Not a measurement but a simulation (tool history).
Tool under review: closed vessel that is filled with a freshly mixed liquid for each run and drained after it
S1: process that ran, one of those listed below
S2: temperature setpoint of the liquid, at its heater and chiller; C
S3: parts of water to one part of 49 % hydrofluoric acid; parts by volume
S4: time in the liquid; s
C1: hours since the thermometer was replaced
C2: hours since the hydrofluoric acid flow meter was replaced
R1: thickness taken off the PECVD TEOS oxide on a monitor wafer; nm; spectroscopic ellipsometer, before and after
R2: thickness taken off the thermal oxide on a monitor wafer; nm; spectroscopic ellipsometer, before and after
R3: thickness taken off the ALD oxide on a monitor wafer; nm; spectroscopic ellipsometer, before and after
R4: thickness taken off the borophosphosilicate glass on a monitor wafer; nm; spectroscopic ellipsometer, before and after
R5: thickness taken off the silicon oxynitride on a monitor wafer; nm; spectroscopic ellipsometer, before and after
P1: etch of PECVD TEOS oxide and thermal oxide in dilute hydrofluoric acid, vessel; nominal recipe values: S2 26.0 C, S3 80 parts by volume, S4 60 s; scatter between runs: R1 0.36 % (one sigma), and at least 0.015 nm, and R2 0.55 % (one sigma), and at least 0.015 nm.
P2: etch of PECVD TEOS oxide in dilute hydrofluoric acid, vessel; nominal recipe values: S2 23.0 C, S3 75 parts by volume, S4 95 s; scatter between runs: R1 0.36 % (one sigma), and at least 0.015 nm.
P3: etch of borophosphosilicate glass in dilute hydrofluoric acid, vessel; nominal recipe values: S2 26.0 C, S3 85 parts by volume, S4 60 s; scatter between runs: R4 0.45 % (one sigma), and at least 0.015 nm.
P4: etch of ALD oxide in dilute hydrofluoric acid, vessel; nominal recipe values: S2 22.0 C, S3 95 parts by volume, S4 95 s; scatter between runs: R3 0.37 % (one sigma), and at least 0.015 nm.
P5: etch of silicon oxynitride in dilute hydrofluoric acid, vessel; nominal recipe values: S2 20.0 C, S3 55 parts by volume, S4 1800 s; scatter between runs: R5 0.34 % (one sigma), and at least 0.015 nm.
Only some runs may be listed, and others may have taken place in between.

run	hour	S1	S2	S3	S4	C1	C2	R1	R2	R3	R4	R5
1	6.2	P1	26.0	80	60	2145.4	909.2	14.9400	3.8701			
2	12.8	P4	22.0	50	95	2152.0	915.8			54.7240		
3	23.4	P3	26.0	85	110	2162.6	926.4				40.005	
4	29.9	P2	23.0	130	95	2169.1	932.9	14.7210				
5	37.7	P1	26.0	80	60	2176.9	940.7	14.9350	3.8894			
6	43.5	P5	20.0	85	1800	2182.7	946.5					25.142
7	52.5	P1	26.0	80	30	2191.7	955.5	7.3929	1.9708			
8	58.3	P3	26.0	85	60	2197.5	961.3				21.645	
9	67.2	P4	22.0	95	95	2206.4	970.2			27.0710		
10	79.0	P2	23.0	75	95	2218.2	982.0	27.1840				
11	86.6	P1	26.0	35	60	2225.8	989.6	36.1900	9.4458			
12	95.0	P1	26.0	80	105	2234.2	998.0	26.0960	6.8117			
13	101.9	P5	20.0	55	1800	2241.1	1004.9					39.742
14	107.1	P2	17.0	75	95	2246.3	1010.1	20.9880				
15	115.6	P5	20.0	55	550	2254.8	1018.6					12.076
16	123.2	P3	33.0	85	60	2262.4	1026.2				28.374	
17	133.5	P1	26.0	110	90	2272.7	1036.5	15.6980	4.0513			
18	143.2	P4	22.0	95	95	2282.4	1046.2			27.0970		
19	155.2	P2	23.0	75	30	2294.4	1058.2	8.5858				
20	163.4	P5	20.0	55	1800	2302.6	1066.4					39.531
21	170.6	P4	22.0	95	30	2309.8	1073.6			8.4932		
22	178.7	P5	17.0	55	1800	2317.9	1081.7					33.893
23	187.0	P1	22.5	125	60	2326.2	1090.0	7.8762	2.0311			
24	194.8	P4	30.5	95	95	2334.0	1097.8			37.6540		
25	201.6	P1	20.0	80	60	2340.8	1104.6	11.7150	3.0485			
26	213.2	P3	26.0	135	60	2352.4	1116.2				12.737	
27	221.1	P1	33.0	80	60	2360.3	1124.1	19.4200	5.0984			
28	227.3	P1	26.0	80	60	2366.5	1130.3	14.8920	3.9286			

What will run 29 give?
29	233.0	P1	26.0	80	60	2372.2	1136.0	?	?			

Run 29 came out at R1 14.8750 nm, R2 3.9412 nm.

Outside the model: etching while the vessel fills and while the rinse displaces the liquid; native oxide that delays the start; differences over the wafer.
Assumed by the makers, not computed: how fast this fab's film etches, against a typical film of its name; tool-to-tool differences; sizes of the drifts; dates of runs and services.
